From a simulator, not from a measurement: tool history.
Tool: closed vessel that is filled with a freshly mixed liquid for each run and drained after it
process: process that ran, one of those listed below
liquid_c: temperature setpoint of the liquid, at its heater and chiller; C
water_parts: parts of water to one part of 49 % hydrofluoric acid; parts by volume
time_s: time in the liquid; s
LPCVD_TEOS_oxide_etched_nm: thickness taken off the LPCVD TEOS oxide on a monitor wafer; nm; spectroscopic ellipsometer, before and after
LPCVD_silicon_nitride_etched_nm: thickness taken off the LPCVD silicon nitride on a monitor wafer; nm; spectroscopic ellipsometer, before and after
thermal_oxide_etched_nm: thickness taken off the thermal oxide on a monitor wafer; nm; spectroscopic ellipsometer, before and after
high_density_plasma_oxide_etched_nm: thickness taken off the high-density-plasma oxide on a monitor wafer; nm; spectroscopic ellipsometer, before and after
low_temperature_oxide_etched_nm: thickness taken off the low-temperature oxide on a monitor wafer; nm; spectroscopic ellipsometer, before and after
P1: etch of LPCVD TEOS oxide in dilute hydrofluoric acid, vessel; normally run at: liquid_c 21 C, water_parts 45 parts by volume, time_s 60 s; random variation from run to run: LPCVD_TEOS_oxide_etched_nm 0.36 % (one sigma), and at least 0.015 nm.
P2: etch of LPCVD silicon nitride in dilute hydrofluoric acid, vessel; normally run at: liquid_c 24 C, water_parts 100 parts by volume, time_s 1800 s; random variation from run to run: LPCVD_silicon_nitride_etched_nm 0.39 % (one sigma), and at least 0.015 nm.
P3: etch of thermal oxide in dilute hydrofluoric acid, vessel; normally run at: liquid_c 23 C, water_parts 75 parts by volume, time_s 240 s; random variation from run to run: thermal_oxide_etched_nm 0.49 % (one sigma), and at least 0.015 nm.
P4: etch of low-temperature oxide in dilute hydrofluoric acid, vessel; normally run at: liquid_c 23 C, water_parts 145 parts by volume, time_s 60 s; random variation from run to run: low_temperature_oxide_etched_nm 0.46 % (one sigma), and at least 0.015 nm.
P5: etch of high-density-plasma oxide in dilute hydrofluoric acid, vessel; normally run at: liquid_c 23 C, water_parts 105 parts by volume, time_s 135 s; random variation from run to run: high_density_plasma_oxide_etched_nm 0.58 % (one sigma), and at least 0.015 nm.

run   hour  process  liquid_c  water_parts  time_s  hours since the thermometer was replaced  hours since the hydrofluoric acid flow meter was replaced  LPCVD_TEOS_oxide_etched_nm  LPCVD_silicon_nitride_etched_nm  thermal_oxide_etched_nm  high_density_plasma_oxide_etched_nm  low_temperature_oxide_etched_nm
  1   10.9       P1        21           45      60                                     674.1                                                      141.3                      48.114
  2   19.8       P2        24          100    1800                                       683                                                      150.2                                                       8.5384
  3   28.7       P2        24          160    1800                                     691.9                                                      159.1                                                       5.3864
  4   37.9       P1        21           45      60                                     701.1                                                      168.3                      47.928
  5   44.4       P1        21           60      60                                     707.6                                                      174.8                      35.228
  6     52       P2      17.5          100    1800                                     715.2                                                      182.4                                                       5.4852
  7   57.4       P1        21           45      60                                     720.6                                                      187.8                      47.905
  8   62.4       P3        23           75      30                                     725.6                                                      192.8                                                                                2.0253
  9   71.4       P3        23           45     240                                     734.6                                                      201.8                                                                                27.628
 10   78.5       P3      28.5           75     240                                     741.7                                                      208.9                                                                                19.897
 11   87.2       P5        23          105     135                                     750.4                                                      217.6                                                                                                                     8.4945
 12   93.6       P5        23          105     205                                     756.8                                                        224                                                                                                                     13.077
 13  101.8       P2        24          100    1800                                       765                                                      232.2                                                       8.5584
 14  112.3       P1        17           45      60                                     775.5                                                      242.7                      40.731
 15  121.9       P1        17           20      60                                     785.1                                                      252.3                      93.567
 16  127.1       P1      17.5           25      60                                     790.3                                                      257.5                      76.172
 17  137.5       P1        21           45     105                                     800.7                                                      267.9                      83.761
 18  142.4       P4        23          145      60                                     805.6                                                      272.8                                                                                                                                                        11.3
 19  152.2       P4        27          145      60                                     815.4                                                      282.6                                                                                                                                                      13.172
 20  161.4       P2        24          100    3315                                     824.6                                                      291.8                                                       15.697
 21  171.7       P1        21           45      30                                     834.9                                                      302.1                      23.977
 22  181.3       P1        21           45      60                                     844.5                                                      311.7                      47.707
 23  189.5       P1        21           30      60                                     852.7                                                      319.9                      73.649
 24  195.2       P4        23          145      30                                     858.4                                                      325.6                                                                                                                                                      5.5963
 25  205.2       P5        17          105     135                                     868.4                                                      335.6                                                                                                                     6.7431
 26  215.4       P3        23           75     240                                     878.6                                                      345.8                                                                                16.016
 27  220.6       P1        21           45      60                                     883.8                                                        351                      47.617
 28  230.5       P5        23          155     135                                     893.7                                                      360.9                                                                                                                      5.426
 29  237.7       P1        25           45      60                                     900.9                                                      368.1                      56.594
 30  247.6       P1        21           45      60                                     910.8                                                        378                      47.798
 31  252.9       P1        21           45      60                                     916.1                                                      383.3                      48.059
 32  258.8       P4        23          215      60                                       922                                                      389.2                                                                                                                                                      7.0799
 33  267.9       P1        21           45      60                                     931.1                                                      398.3                      48.045
 34    278       P1        21           45      60                                     941.2                                                      408.4                      49.548
 35  287.4       P1        21           45      60                                     950.6                                                      417.8                      49.833
 36  292.9       P1        21           45      60                                     956.1                                                      423.3                      50.519
 37  302.4       P1        21           45      60                                     965.6                                                      432.8                      50.661
 38    310       P1        21           45      60                                     973.2                                                      440.4                      50.587
 39    318       P1        21           45      60                                     981.2                                                      448.4                      50.758

What P1 gives has crept away from where it was. These 2 causes fit the log equally well, each at the size given:
A: hydrofluoric acid flow above the setpoint (%) = 5.65
B: liquid hotter than its thermometer reads (K) = 1.38
The creep began at about hour 267.9.

4 check runs are offered, one wafer each, their results left as question marks. Which one tells the causes apart?
check 1   326       P4        23          145      60                                                                                                                                                                                                                                                                ?
check 2   326       P5        23          105     135                                                                                                                                                                                                                               ?
check 3   326       P2        24          100    1800                                                                                                                                                                 ?
check 4   326       P3        23           75     240                                                                                                                                                                                          ?

What each check would give under each cause:
  check                               result    if A    if B
check 1      low_temperature_oxide_etched_nm  12.012  11.885
check 2  high_density_plasma_oxide_etched_nm  9.0705  9.0063
check 3      LPCVD_silicon_nitride_etched_nm  9.0315  9.3641
check 4              thermal_oxide_etched_nm  16.958  16.889
How far apart the two closest causes lie, in the result that separates them most: check 1 1.06 %; check 2 0.71 %; check 3 3.62 %; check 4 0.41 %
Check 3 tells the causes apart: in the others they would give nearly the same result.

Check 3 was then run and gave: LPCVD_silicon_nitride_etched_nm 9.3441 nm. Which cause is it?

It is B: liquid hotter than its thermometer reads (K).
